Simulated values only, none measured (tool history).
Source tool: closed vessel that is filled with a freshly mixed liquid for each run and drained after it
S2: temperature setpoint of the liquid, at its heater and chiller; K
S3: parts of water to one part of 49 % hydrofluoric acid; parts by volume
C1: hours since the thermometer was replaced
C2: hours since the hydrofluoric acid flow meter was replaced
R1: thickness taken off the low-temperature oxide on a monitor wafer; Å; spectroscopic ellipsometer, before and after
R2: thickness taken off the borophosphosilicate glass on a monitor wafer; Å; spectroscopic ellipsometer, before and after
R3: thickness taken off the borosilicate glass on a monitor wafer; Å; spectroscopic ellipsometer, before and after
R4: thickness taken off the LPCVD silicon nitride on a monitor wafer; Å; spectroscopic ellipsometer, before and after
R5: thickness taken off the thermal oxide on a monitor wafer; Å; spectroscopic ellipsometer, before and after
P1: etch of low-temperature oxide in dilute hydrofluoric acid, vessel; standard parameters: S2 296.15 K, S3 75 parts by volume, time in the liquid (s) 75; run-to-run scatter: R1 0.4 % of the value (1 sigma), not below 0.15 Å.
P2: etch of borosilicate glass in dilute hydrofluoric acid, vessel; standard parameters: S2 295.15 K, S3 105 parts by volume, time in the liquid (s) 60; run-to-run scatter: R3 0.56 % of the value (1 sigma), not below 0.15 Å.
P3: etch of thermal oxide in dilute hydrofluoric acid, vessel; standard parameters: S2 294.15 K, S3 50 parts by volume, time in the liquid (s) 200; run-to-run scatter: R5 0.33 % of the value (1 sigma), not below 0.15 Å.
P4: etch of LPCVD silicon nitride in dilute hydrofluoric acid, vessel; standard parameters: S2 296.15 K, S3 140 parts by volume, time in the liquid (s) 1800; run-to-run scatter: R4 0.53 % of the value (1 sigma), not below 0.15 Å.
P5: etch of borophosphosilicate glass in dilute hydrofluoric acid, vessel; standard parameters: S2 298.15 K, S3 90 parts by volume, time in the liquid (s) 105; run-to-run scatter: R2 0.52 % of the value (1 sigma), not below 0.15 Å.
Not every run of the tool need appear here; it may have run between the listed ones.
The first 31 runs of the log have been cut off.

run 32 day=15.875 | process_that_ran=P1 S2=296.15 S3=75 time_in_the_liquid_(s)=75 | C1=740.1 C2=999.3 | R1=235.46
run 33 day=16.467 | process_that_ran=P1 S2=296.15 S3=75 time_in_the_liquid_(s)=75 | C1=754.3 C2=1013.5 | R1=241.03
run 34 day=17.125 | process_that_ran=P1 S2=296.15 S3=75 time_in_the_liquid_(s)=75 | C1=770.1 C2=1029.3 | R1=245.26
run 35 day=17.725 | process_that_ran=P1 S2=296.15 S3=75 time_in_the_liquid_(s)=75 | C1=784.5 C2=1043.7 | R1=247.04
run 36 day=18.088 | process_that_ran=P1 S2=296.15 S3=75 time_in_the_liquid_(s)=75 | C1=793.2 C2=1052.4 | R1=249.27
run 37 day=18.562 | process_that_ran=P1 S2=296.15 S3=75 time_in_the_liquid_(s)=75 | C1=804.6 C2=1063.8 | R1=251.70
run 38 day=19.212 | process_that_ran=P1 S2=296.15 S3=75 time_in_the_liquid_(s)=75 | C1=820.2 C2=1079.4 | R1=251.52
run 39 day=19.854 | process_that_ran=P1 S2=296.15 S3=75 time_in_the_liquid_(s)=75 | C1=835.6 C2=1094.8 | R1=253.32
run 40 day=20.458 | process_that_ran=P1 S2=296.15 S3=75 time_in_the_liquid_(s)=75 | C1=850.1 C2=1109.3 | R1=251.38
run 41 day=20.792 | process_that_ran=P1 S2=296.15 S3=75 time_in_the_liquid_(s)=75 | C1=858.1 C2=1117.3 | R1=249.93

The next listed run, before its measurement:
run 42 day=21.183 | process_that_ran=P1 S2=296.15 S3=75 time_in_the_liquid_(s)=75 | C1=867.5 C2=1126.7 | R1=?

{"run 42": {"R1": 254.24}}
